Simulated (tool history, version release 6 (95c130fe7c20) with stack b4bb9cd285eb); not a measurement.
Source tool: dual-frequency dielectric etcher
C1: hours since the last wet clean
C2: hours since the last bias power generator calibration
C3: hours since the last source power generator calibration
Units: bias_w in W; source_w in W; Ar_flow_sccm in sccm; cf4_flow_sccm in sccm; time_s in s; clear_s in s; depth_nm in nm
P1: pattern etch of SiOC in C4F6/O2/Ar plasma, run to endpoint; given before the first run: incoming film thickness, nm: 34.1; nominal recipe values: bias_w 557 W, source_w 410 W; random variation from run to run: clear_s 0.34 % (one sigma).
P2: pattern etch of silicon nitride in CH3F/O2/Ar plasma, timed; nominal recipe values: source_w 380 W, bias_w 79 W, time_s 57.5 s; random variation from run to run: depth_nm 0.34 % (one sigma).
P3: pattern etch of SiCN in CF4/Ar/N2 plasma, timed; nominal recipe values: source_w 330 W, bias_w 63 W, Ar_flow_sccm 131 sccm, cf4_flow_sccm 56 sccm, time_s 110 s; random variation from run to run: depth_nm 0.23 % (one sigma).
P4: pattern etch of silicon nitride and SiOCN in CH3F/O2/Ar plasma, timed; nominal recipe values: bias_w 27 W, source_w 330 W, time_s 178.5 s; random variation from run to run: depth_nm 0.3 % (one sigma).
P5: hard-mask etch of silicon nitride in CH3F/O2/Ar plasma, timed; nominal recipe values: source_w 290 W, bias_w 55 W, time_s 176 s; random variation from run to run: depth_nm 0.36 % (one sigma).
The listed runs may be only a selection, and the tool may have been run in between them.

{"run": 1, "day": 0.404, "process": "P1", "bias_w": 557, "source_w": 410, "C1": 217.6, "C2": 640.5, "C3": 1813, "clear_s": 11.339}
{"run": 2, "day": 0.808, "process": "P1", "bias_w": 557, "source_w": 490, "C1": 227.3, "C2": 650.2, "C3": 1822.7, "clear_s": 10.591}
{"run": 3, "day": 1.058, "process": "P3", "bias_w": 63, "source_w": 330, "Ar_flow_sccm": 131, "cf4_flow_sccm": 56, "time_s": 79.5, "C1": 233.3, "C2": 656.2, "C3": 1828.7, "depth_nm": 45.903}
{"run": 4, "day": 1.55, "process": "P1", "bias_w": 557, "source_w": 410, "C1": 245.1, "C2": 668, "C3": 1840.5, "clear_s": 11.282}
{"run": 5, "day": 2.008, "process": "P4", "bias_w": 27, "source_w": 460, "time_s": 178.5, "C1": 256.1, "C2": 679, "C3": 1851.5, "depth_nm": 28.155}
{"run": 6, "day": 2.338, "process": "P1", "bias_w": 557, "source_w": 410, "C1": 264, "C2": 686.9, "C3": 1859.4, "clear_s": 11.343}
{"run": 7, "day": 2.762, "process": "P5", "bias_w": 55, "source_w": 350, "time_s": 176, "C1": 274.2, "C2": 697.1, "C3": 1869.6, "depth_nm": 105.64}
{"run": 8, "day": 3.046, "process": "P1", "bias_w": 557, "source_w": 410, "C1": 281, "C2": 703.9, "C3": 1876.4, "clear_s": 11.328}
{"run": 9, "day": 3.583, "process": "P1", "bias_w": 720, "source_w": 410, "C1": 293.9, "C2": 716.8, "C3": 1889.3, "clear_s": 10.238}
{"run": 10, "day": 4.017, "process": "P2", "bias_w": 100, "source_w": 380, "time_s": 57.5, "C1": 304.3, "C2": 727.2, "C3": 1899.7, "depth_nm": 43.709}
{"run": 11, "day": 4.296, "process": "P1", "bias_w": 557, "source_w": 310, "C1": 311, "C2": 733.9, "C3": 1906.4, "clear_s": 12.555}
{"run": 12, "day": 4.679, "process": "P5", "bias_w": 74, "source_w": 290, "time_s": 176, "C1": 320.2, "C2": 743.1, "C3": 1915.6, "depth_nm": 108.24}
{"run": 13, "day": 5.217, "process": "P3", "bias_w": 47, "source_w": 330, "Ar_flow_sccm": 131, "cf4_flow_sccm": 56, "time_s": 110, "C1": 333.1, "C2": 756, "C3": 1928.5, "depth_nm": 57.275}
{"run": 14, "day": 5.567, "process": "P3", "bias_w": 63, "source_w": 330, "Ar_flow_sccm": 131, "cf4_flow_sccm": 56, "time_s": 110, "C1": 341.5, "C2": 764.4, "C3": 1936.9, "depth_nm": 63.651}
{"run": 15, "day": 5.858, "process": "P2", "bias_w": 79, "source_w": 520, "time_s": 57.5, "C1": 348.5, "C2": 771.4, "C3": 1943.9, "depth_nm": 45.487}
{"run": 16, "day": 6.117, "process": "P4", "bias_w": 17, "source_w": 330, "time_s": 178.5, "C1": 354.7, "C2": 777.6, "C3": 1950.1, "depth_nm": 20.528}
{"run": 17, "day": 6.5, "process": "P4", "bias_w": 27, "source_w": 330, "time_s": 134.5, "C1": 363.9, "C2": 786.8, "C3": 1959.3, "depth_nm": 19.077}
{"run": 18, "day": 6.783, "process": "P3", "bias_w": 63, "source_w": 330, "Ar_flow_sccm": 131, "cf4_flow_sccm": 56, "time_s": 110, "C1": 370.7, "C2": 793.6, "C3": 1966.1, "depth_nm": 63.601}
{"run": 19, "day": 7.175, "process": "P5", "bias_w": 55, "source_w": 290, "time_s": 134, "C1": 380.1, "C2": 803, "C3": 1975.5, "depth_nm": 75.359}
{"run": 20, "day": 7.571, "process": "P2", "bias_w": 79, "source_w": 380, "time_s": 33.5, "C1": 389.6, "C2": 812.5, "C3": 1985, "depth_nm": 23.553}
{"run": 21, "day": 7.904, "process": "P3", "bias_w": 63, "source_w": 330, "Ar_flow_sccm": 131, "cf4_flow_sccm": 45, "time_s": 110, "C1": 397.6, "C2": 820.5, "C3": 1993, "depth_nm": 61.042}
{"run": 22, "day": 8.188, "process": "P4", "bias_w": 27, "source_w": 330, "time_s": 178.5, "C1": 404.4, "C2": 827.3, "C3": 1999.8, "depth_nm": 25.304}
{"run": 23, "day": 8.538, "process": "P2", "bias_w": 79, "source_w": 380, "time_s": 57.5, "C1": 412.8, "C2": 835.7, "C3": 2008.2, "depth_nm": 40.271}
{"run": 24, "day": 9.033, "process": "P1", "bias_w": 410, "source_w": 410, "C1": 424.7, "C2": 847.6, "C3": 2020.1, "clear_s": 12.697}
{"run": 25, "day": 9.529, "process": "P1", "bias_w": 387, "source_w": 300, "C1": 436.6, "C2": 859.5, "C3": 2032, "clear_s": 14.525}
{"run": 26, "day": 9.912, "process": "P5", "bias_w": 55, "source_w": 290, "time_s": 176, "C1": 445.8, "C2": 868.7, "C3": 2041.2, "depth_nm": 97.676}
{"run": 27, "day": 10.396, "process": "P3", "bias_w": 63, "source_w": 330, "Ar_flow_sccm": 167, "cf4_flow_sccm": 56, "time_s": 110, "C1": 457.4, "C2": 880.3, "C3": 2052.8, "depth_nm": 61.108}
{"run": 28, "day": 10.833, "process": "P5", "bias_w": 55, "source_w": 290, "time_s": 176, "C1": 467.9, "C2": 890.8, "C3": 2063.3, "depth_nm": 98.833}
{"run": 29, "day": 11.362, "process": "P1", "bias_w": 557, "source_w": 410, "C1": 480.6, "C2": 903.5, "C3": 2076, "clear_s": 11.357}
{"run": 30, "day": 11.638, "process": "P4", "bias_w": 27, "source_w": 330, "time_s": 178.5, "C1": 487.2, "C2": 910.1, "C3": 2082.6, "depth_nm": 25.212}
{"run": 31, "day": 11.908, "process": "P3", "bias_w": 63, "source_w": 200, "Ar_flow_sccm": 131, "cf4_flow_sccm": 56, "time_s": 110, "C1": 493.7, "C2": 916.6, "C3": 2089.1, "depth_nm": 41.205}
{"run": 32, "day": 12.379, "process": "P1", "bias_w": 557, "source_w": 410, "C1": 505, "C2": 927.9, "C3": 2100.4, "clear_s": 11.383}
{"run": 33, "day": 12.638, "process": "P1", "bias_w": 557, "source_w": 410, "C1": 511.2, "C2": 934.1, "C3": 2106.6, "clear_s": 11.346}
{"run": 34, "day": 13.017, "process": "P1", "bias_w": 557, "source_w": 410, "C1": 520.3, "C2": 943.2, "C3": 2115.7, "clear_s": 11.353}
{"run": 35, "day": 13.5, "process": "P1", "bias_w": 557, "source_w": 410, "C1": 531.9, "C2": 954.8, "C3": 2127.3, "clear_s": 11.435}
{"run": 36, "day": 14.058, "process": "P1", "bias_w": 557, "source_w": 410, "C1": 545.3, "C2": 968.2, "C3": 2140.7, "clear_s": 11.49}
{"run": 37, "day": 14.608, "process": "P1", "bias_w": 557, "source_w": 410, "C1": 558.5, "C2": 981.4, "C3": 2153.9, "clear_s": 11.491}
{"day": 14.792, "done": "wet clean of the chamber"}
{"run": 38, "day": 14.858, "process": "P1", "bias_w": 557, "source_w": 410, "C1": 1.7, "C2": 987.4, "C3": 2159.9, "clear_s": 11.486}
{"run": 39, "day": 15.225, "process": "P1", "bias_w": 557, "source_w": 410, "C1": 10.5, "C2": 996.2, "C3": 2168.7, "clear_s": 11.528}
{"run": 40, "day": 15.588, "process": "P1", "bias_w": 557, "source_w": 410, "C1": 19.2, "C2": 1004.9, "C3": 2177.4, "clear_s": 11.493}
{"run": 41, "day": 15.862, "process": "P1", "bias_w": 557, "source_w": 410, "C1": 25.8, "C2": 1011.5, "C3": 2184, "clear_s": 11.55}
{"run": 42, "day": 16.262, "process": "P1", "bias_w": 557, "source_w": 410, "C1": 35.4, "C2": 1021.1, "C3": 2193.6, "clear_s": 11.549}
{"run": 43, "day": 16.712, "process": "P1", "bias_w": 557, "source_w": 410, "C1": 46.2, "C2": 1031.9, "C3": 2204.4, "clear_s": 11.551}

The output of P1 has drifted from where it used to be. Each of the 2 causes below, taken at the size shown beside it, accounts for the log equally well:
A: bias power that arrives under what is set, % = 4.38
B: source power that arrives under what is set, % = 4.5
The onset of the drift is placed at about day 12.379.
All other causes, with the reason each is excluded:
chamber walls in a state that lowers the etch rate, %: maintenance at day 14.792, after the shift began, did not return the process to its former output

4 check runs are offered, one wafer each, their results left as question marks. Which one tells the causes apart?
{"run": "check 1", "day": 17.162, "process": "P3", "bias_w": 53, "source_w": 330, "Ar_flow_sccm": 131, "cf4_flow_sccm": 56, "time_s": 110, "depth_nm": "?"}
{"run": "check 2", "day": 17.162, "process": "P4", "bias_w": 20, "source_w": 330, "time_s": 178.5, "depth_nm": "?"}
{"run": "check 3", "day": 17.162, "process": "P5", "bias_w": 70, "source_w": 290, "time_s": 176, "depth_nm": "?"}
{"run": "check 4", "day": 17.162, "process": "P2", "bias_w": 79, "source_w": 460, "time_s": 57.5, "depth_nm": "?"}

Expected result of each check under each candidate cause:
check=check_1 result=depth_nm if_A=58.659 if_B=57.263
check=check_2 result=depth_nm if_A=21.614 if_B=21.694
check=check_3 result=depth_nm if_A=105.06 if_B=104.88
check=check_4 result=depth_nm if_A=42.841 if_B=42.756
Gap, in per cent, between the two causes that each check separates least, read from the result that separates them most: check 1 2.41 %; check 2 0.37 %; check 3 0.18 %; check 4 0.2 %
Of the check runs offered, only check 1 discriminates between the causes; the rest would read about the same regardless of which cause applies.

Check 1 was then run and gave: depth_nm 58.557 nm. Which cause is it?

The cause is A: bias power that arrives under what is set, %.
